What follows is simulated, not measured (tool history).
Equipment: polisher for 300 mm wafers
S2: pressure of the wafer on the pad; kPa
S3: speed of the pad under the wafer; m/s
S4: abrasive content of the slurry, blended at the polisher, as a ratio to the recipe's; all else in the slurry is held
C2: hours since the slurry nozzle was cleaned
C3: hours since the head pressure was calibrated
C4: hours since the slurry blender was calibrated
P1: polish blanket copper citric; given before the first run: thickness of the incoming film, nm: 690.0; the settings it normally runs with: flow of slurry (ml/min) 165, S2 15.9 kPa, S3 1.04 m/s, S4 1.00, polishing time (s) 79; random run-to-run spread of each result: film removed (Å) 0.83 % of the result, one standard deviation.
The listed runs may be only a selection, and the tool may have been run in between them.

run 1 day=0.454 | flow_of_slurry_(ml/min)=165 S2=15.9 S3=1.04 S4=1.00 polishing_time_(s)=79 | wafers_polished_on_this_pad=555 C2=216.1 C3=741.7 C4=100.8 | film_removed_(Å)=1247.20
run 2 day=0.792 | flow_of_slurry_(ml/min)=165 S2=7.6 S3=1.04 S4=1.00 polishing_time_(s)=79 | wafers_polished_on_this_pad=648 C2=224.2 C3=749.8 C4=108.9 | film_removed_(Å)=626.28
run 3 day=1.425 | flow_of_slurry_(ml/min)=165 S2=15.9 S3=1.04 S4=1.00 polishing_time_(s)=79 | wafers_polished_on_this_pad=824 C2=239.4 C3=765.0 C4=124.1 | film_removed_(Å)=1273.50
run 4 day=1.888 | flow_of_slurry_(ml/min)=225 S2=15.9 S3=1.04 S4=1.00 polishing_time_(s)=79 | wafers_polished_on_this_pad=952 C2=250.5 C3=776.1 C4=135.2 | film_removed_(Å)=1318.40
run 5 day=2.429 | flow_of_slurry_(ml/min)=165 S2=15.9 S3=1.04 S4=1.00 polishing_time_(s)=53 | wafers_polished_on_this_pad=1102 C2=263.5 C3=789.1 C4=148.2 | film_removed_(Å)=841.89
run 6 day=2.921 | flow_of_slurry_(ml/min)=165 S2=15.9 S3=1.04 S4=1.50 polishing_time_(s)=79 | wafers_polished_on_this_pad=1238 C2=275.3 C3=800.9 C4=160.0 | film_removed_(Å)=1382.80
run 7 day=3.458 | flow_of_slurry_(ml/min)=165 S2=15.9 S3=0.70 S4=1.00 polishing_time_(s)=79 | wafers_polished_on_this_pad=1387 C2=288.2 C3=813.8 C4=172.9 | film_removed_(Å)=860.61
run 8 day=3.862 | flow_of_slurry_(ml/min)=165 S2=15.9 S3=1.04 S4=1.00 polishing_time_(s)=125 | wafers_polished_on_this_pad=1499 C2=297.9 C3=823.5 C4=182.6 | film_removed_(Å)=1983.50
run 9 day=4.479 | flow_of_slurry_(ml/min)=165 S2=24.8 S3=1.04 S4=1.00 polishing_time_(s)=79 | wafers_polished_on_this_pad=1670 C2=312.7 C3=838.3 C4=197.4 | film_removed_(Å)=1941.00
run 10 day=5.150 | flow_of_slurry_(ml/min)=165 S2=15.9 S3=1.04 S4=1.00 polishing_time_(s)=79 | wafers_polished_on_this_pad=1856 C2=328.8 C3=854.4 C4=213.5 | film_removed_(Å)=1254.50
run 11 day=5.746 | flow_of_slurry_(ml/min)=100 S2=15.9 S3=1.04 S4=1.00 polishing_time_(s)=79 | wafers_polished_on_this_pad=2021 C2=343.1 C3=868.7 C4=227.8 | film_removed_(Å)=1129.10
run 12 day=6.442 | flow_of_slurry_(ml/min)=165 S2=15.9 S3=1.04 S4=1.00 polishing_time_(s)=79 | wafers_polished_on_this_pad=2213 C2=359.8 C3=885.4 C4=244.5 | film_removed_(Å)=1258.60
run 13 day=7.004 | flow_of_slurry_(ml/min)=210 S2=15.9 S3=1.04 S4=1.35 polishing_time_(s)=79 | wafers_polished_on_this_pad=2369 C2=373.3 C3=898.9 C4=258.0 | film_removed_(Å)=1400.50
run 14 day=7.488 | flow_of_slurry_(ml/min)=165 S2=15.9 S3=1.04 S4=0.50 polishing_time_(s)=79 | wafers_polished_on_this_pad=2503 C2=384.9 C3=910.5 C4=269.6 | film_removed_(Å)=1095.50
run 15 day=7.842 | flow_of_slurry_(ml/min)=165 S2=22.8 S3=1.60 S4=1.00 polishing_time_(s)=79 | wafers_polished_on_this_pad=2601 C2=393.4 C3=919.0 C4=278.1 | film_removed_(Å)=2743.90
run 16 day=8.233 | flow_of_slurry_(ml/min)=205 S2=15.9 S3=1.04 S4=1.00 polishing_time_(s)=59 | wafers_polished_on_this_pad=2710 C2=402.8 C3=928.4 C4=287.5 | film_removed_(Å)=961.41
run 17 day=8.912 | flow_of_slurry_(ml/min)=165 S2=15.9 S3=1.64 S4=1.00 polishing_time_(s)=79 | wafers_polished_on_this_pad=2898 C2=419.1 C3=944.7 C4=303.8 | film_removed_(Å)=1987.30
run 18 day=9.300 | flow_of_slurry_(ml/min)=165 S2=15.9 S3=1.04 S4=1.00 polishing_time_(s)=79 | wafers_polished_on_this_pad=3005 C2=428.4 C3=954.0 C4=313.1 | film_removed_(Å)=1244.90
run 19 day=10.000 | flow_of_slurry_(ml/min)=165 S2=15.9 S3=1.04 S4=1.00 polishing_time_(s)=79 | wafers_polished_on_this_pad=3199 C2=445.2 C3=970.8 C4=329.9 | film_removed_(Å)=1207.80
run 20 day=10.388 | flow_of_slurry_(ml/min)=165 S2=15.9 S3=1.04 S4=1.00 polishing_time_(s)=79 | wafers_polished_on_this_pad=3306 C2=454.5 C3=980.1 C4=339.2 | film_removed_(Å)=1199.20
run 21 day=10.962 | flow_of_slurry_(ml/min)=165 S2=15.9 S3=1.04 S4=1.00 polishing_time_(s)=79 | wafers_polished_on_this_pad=3466 C2=468.3 C3=993.9 C4=353.0 | film_removed_(Å)=1174.10
-- day=11.238 slurry blender recalibrated
-- day=11.288 worn pad replaced by a new one
run 22 day=11.500 | flow_of_slurry_(ml/min)=165 S2=15.9 S3=1.04 S4=1.00 polishing_time_(s)=79 | wafers_polished_on_this_pad=59 C2=481.2 C3=1006.8 C4=6.4 | film_removed_(Å)=1171.60
run 23 day=11.883 | flow_of_slurry_(ml/min)=165 S2=15.9 S3=1.04 S4=1.00 polishing_time_(s)=79 | wafers_polished_on_this_pad=165 C2=490.4 C3=1016.0 C4=15.6 | film_removed_(Å)=1145.50
run 24 day=12.367 | flow_of_slurry_(ml/min)=165 S2=15.9 S3=1.04 S4=1.00 polishing_time_(s)=79 | wafers_polished_on_this_pad=299 C2=502.0 C3=1027.6 C4=27.2 | film_removed_(Å)=1163.40
run 25 day=12.788 | flow_of_slurry_(ml/min)=165 S2=15.9 S3=1.04 S4=1.00 polishing_time_(s)=79 | wafers_polished_on_this_pad=415 C2=512.1 C3=1037.7 C4=37.3 | film_removed_(Å)=1159.90
run 26 day=13.396 | flow_of_slurry_(ml/min)=165 S2=15.9 S3=1.04 S4=1.00 polishing_time_(s)=79 | wafers_polished_on_this_pad=584 C2=526.7 C3=1052.3 C4=51.9 | film_removed_(Å)=1153.70

P1 has crept away from where it was. The log is fitted equally well by each of these 2 causes, at the sizes shown:
A: head's pressure below its setpoint, % = 8.73
B: slurry flow missing at the pad, % = 36.1
The drift started at roughly day 9.300.
Ruled out, with reasons:
removal rate lost through wear of the pad, %: its service at day 11.288 followed the start of the drift and did not put the process back to its old value
abrasive missing from the slurry, %: its service at day 11.238 followed the start of the drift and did not put the process back to its old value

Which of the 4 check runs listed below, each an average over 2 wafers with its results shown as question marks, gives clearly different results under the different listed causes?
run check 1 day=14.004 | flow_of_slurry_(ml/min)=165 S2=15.9 S3=0.78 S4=1.45 polishing_time_(s)=79 | film_removed_(Å)=?
run check 2 day=14.004 | flow_of_slurry_(ml/min)=165 S2=9.0 S3=0.74 S4=1.00 polishing_time_(s)=79 | film_removed_(Å)=?
run check 3 day=14.004 | flow_of_slurry_(ml/min)=165 S2=15.9 S3=0.74 S4=1.00 polishing_time_(s)=79 | film_removed_(Å)=?
run check 4 day=14.004 | flow_of_slurry_(ml/min)=100 S2=15.9 S3=1.04 S4=0.80 polishing_time_(s)=79 | film_removed_(Å)=?

What each check would give under each cause:
check=check_1 result=film_removed_(Å) if_A=946.81 if_B=945.95
check=check_2 result=film_removed_(Å) if_A=485.53 if_B=483.62
check=check_3 result=film_removed_(Å) if_A=830.00 if_B=829.09
check=check_4 result=film_removed_(Å) if_A=992.17 if_B=944.73
Per check, the gap between the least separated pair of causes, taken in the result that splits them most: check 1 0.09 %; check 2 0.39 %; check 3 0.11 %; check 4 4.9 %
The causes can be told apart only by check 4. The other checks would give nearly the same results under each of them.

Running check 4 produced the following: film removed (Å) 938.11. Which one of the listed causes fits?

The cause is B: slurry flow missing at the pad, %.
